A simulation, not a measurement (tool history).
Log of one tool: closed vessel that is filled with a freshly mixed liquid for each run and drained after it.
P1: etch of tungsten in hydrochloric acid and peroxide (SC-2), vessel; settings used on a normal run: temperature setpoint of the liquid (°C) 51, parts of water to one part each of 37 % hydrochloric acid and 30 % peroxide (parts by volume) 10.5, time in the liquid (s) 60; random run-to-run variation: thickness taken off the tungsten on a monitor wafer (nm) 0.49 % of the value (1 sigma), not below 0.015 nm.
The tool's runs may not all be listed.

run   hour  temperature setpoint of the liquid (°C)  parts of water to one part each of 37 % hydrochloric acid and 30 % peroxide (parts by volume)  time in the liquid (s)  thickness taken off the tungsten on a monitor wafer (nm)
  1    8.4                                       51                                                                                           10.5                      60                                                    11.966
  2   14.3                                       51                                                                                           10.5                      60                                                    11.926
  3   23.4                                       51                                                                                           10.5                      30                                                    5.9816
      30.3  -- new drum of peroxide connected
  4   31.2                                       51                                                                                           10.5                      60                                                    11.834
  5   39.8                                       60                                                                                           10.5                      60                                                     21.23
  6   47.6                                       43                                                                                           10.5                      60                                                     6.937
  7   55.9                                       51                                                                                           10.5                      60                                                     11.93
  8   63.9                                       51                                                                                           10.5                      60                                                    11.983
  9   72.7                                     38.5                                                                                           10.5                     115                                                     9.687
 10   76.8                                       51                                                                                           10.5                      60                                                    11.829
 11   84.5                                       51                                                                                           18.5                      60                                                    7.3077
 12   92.8                                       51                                                                                           10.5                     115                                                    22.786
 13   97.8                                       51                                                                                              4                      60                                                    24.652
 14    106                                       51                                                                                           10.5                      60                                                     11.87
 15  113.6                                       51                                                                                           10.5                      60                                                    11.906
 16  119.8                                       51                                                                                           10.5                      60                                                     12.36
 17  127.6                                       51                                                                                           10.5                      60                                                    12.748

For run 18, what comes out?
 18  136.1                                       51                                                                                           10.5                      60                                                         ?

For run 18 the tool returned thickness taken off the tungsten on a monitor wafer (nm) 12.824.
